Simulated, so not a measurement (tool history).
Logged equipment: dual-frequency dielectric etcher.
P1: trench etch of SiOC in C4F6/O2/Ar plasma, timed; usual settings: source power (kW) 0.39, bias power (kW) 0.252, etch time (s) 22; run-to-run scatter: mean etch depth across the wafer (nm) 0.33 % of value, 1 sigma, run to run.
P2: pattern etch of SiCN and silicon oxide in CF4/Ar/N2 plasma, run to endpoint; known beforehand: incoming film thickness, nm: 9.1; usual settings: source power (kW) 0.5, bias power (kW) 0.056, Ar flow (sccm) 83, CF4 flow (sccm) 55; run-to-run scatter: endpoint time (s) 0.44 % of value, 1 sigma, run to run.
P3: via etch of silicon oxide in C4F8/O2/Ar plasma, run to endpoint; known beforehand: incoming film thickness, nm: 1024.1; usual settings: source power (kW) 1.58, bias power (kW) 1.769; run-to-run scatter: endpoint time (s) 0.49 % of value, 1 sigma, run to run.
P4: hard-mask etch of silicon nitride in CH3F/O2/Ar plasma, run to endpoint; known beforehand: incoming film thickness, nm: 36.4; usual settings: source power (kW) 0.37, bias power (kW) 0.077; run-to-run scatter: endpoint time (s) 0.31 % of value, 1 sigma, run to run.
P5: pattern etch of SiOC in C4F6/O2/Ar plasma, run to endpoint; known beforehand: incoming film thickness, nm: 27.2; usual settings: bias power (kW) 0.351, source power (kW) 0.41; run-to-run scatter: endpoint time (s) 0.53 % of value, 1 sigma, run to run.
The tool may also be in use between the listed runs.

run   hour  process that ran  source power (kW)  bias power (kW)  etch time (s)  Ar flow (sccm)  CF4 flow (sccm)  hours since the last wet clean  hours since the last source power generator calibration  hours since the last bias power generator calibration  mean etch depth across the wafer (nm)  endpoint time (s)
  1    6.8                P1               0.39            0.252             22                                                            381.3                                                   1610.2                                                  515.3                                 50.117
  2   14.3                P1               0.39            0.252             22                                                            388.8                                                   1617.7                                                  522.8                                 49.826
  3   27.6                P3               1.01            1.769                                                                           402.1                                                     1631                                                  536.1                                                    274.76
  4   36.9                P1               0.39            0.341           31.5                                                            411.4                                                   1640.3                                                  545.4                                 79.771
  5   44.3                P1               0.46            0.348             22                                                            418.8                                                   1647.7                                                  552.8                                 59.282
  6   55.8                P2                0.3            0.056                             83               55                           430.3                                                   1659.2                                                  564.3                                                    16.252
      65.8  -- bias power generator calibrated
  7   67.2                P1               0.39            0.252             22                                                            441.7                                                   1670.6                                                    1.5                                 50.208
  8   78.2                P1               0.23            0.252             22                                                            452.7                                                   1681.6                                                   12.5                                 40.918
  9     85                P1               0.55            0.252             22                                                            459.5                                                   1688.4                                                   19.3                                 56.782
 10   91.2                P1               0.39            0.252           31.5                                                            465.7                                                   1694.6                                                   25.5                                 71.389
 11   97.2                P5               0.41            0.351                                                                           471.7                                                   1700.6                                                   31.5                                                    10.757
 12  104.9                P3               1.58            1.769                                                                           479.4                                                   1708.3                                                   39.2                                                    227.98
     111.6  -- source power generator calibrated
 13  112.3                P1               0.39            0.252             13                                                            486.8                                                      0.8                                                   46.6                                 29.533
 14  120.4                P5               0.28            0.351                                                                           494.9                                                      8.9                                                   54.7                                                    12.332
 15  131.5                P2                0.5            0.037                             83               55                             506                                                       20                                                   65.8                                                    11.731
 16  141.5                P1               0.39            0.252             22                                                              516                                                       30                                                   75.8                                 49.983
 17  147.9                P2                0.5            0.056                             83               36                           522.4                                                     36.4                                                   82.2                                                    11.124
 18  161.1                P4               0.37            0.077                                                                           535.6                                                     49.6                                                   95.4                                                    52.466
 19  169.6                P3               1.58            1.769                                                                           544.1                                                     58.1                                                  103.9                                                    226.51
 20  176.7                P4               0.37            0.051                                                                           551.2                                                     65.2                                                    111                                                    59.825
 21  185.5                P3               1.58            1.061                                                                             560                                                       74                                                  119.8                                                    259.92
 22  197.5                P4               0.28            0.077                                                                             572                                                       86                                                  131.8                                                     58.19
 23  208.2                P1               0.39            0.337             22                                                            582.7                                                     96.7                                                  142.5                                 55.695
 24  215.4                P2                0.5            0.056                             83               55                           589.9                                                    103.9                                                  149.7                                                    10.343
 25    224                P1               0.39            0.183             22                                                            598.5                                                    112.5                                                  158.3                                 45.149
 26  237.2                P2                0.5            0.056                             55               55                           611.7                                                    125.7                                                  171.5                                                    9.6615
 27  249.7                P4               0.37            0.077                                                                           624.2                                                    138.2                                                    184                                                    52.251
 28  258.7                P1               0.39            0.252             22                                                            633.2                                                    147.2                                                    193                                 49.938
 29  265.2                P5               0.41            0.482                                                                           639.7                                                    153.7                                                  199.5                                                    9.5676
 30  271.2                P1               0.39            0.252             22                                                            645.7                                                    159.7                                                  205.5                                 49.889
 31  280.3                P1               0.39            0.252             22                                                            654.8                                                    168.8                                                  214.6                                 49.986
 32    292                P1               0.39            0.252             22                                                            666.5                                                    180.5                                                  226.3                                 49.369
 33  300.8                P1               0.39            0.252             22                                                            675.3                                                    189.3                                                  235.1                                  49.38

The next listed run, before its measurement:
 34  309.5                P1               0.39            0.252             22                                                              684                                                      198                                                  243.8                                      ?

mean etch depth across the wafer (nm): 49.604
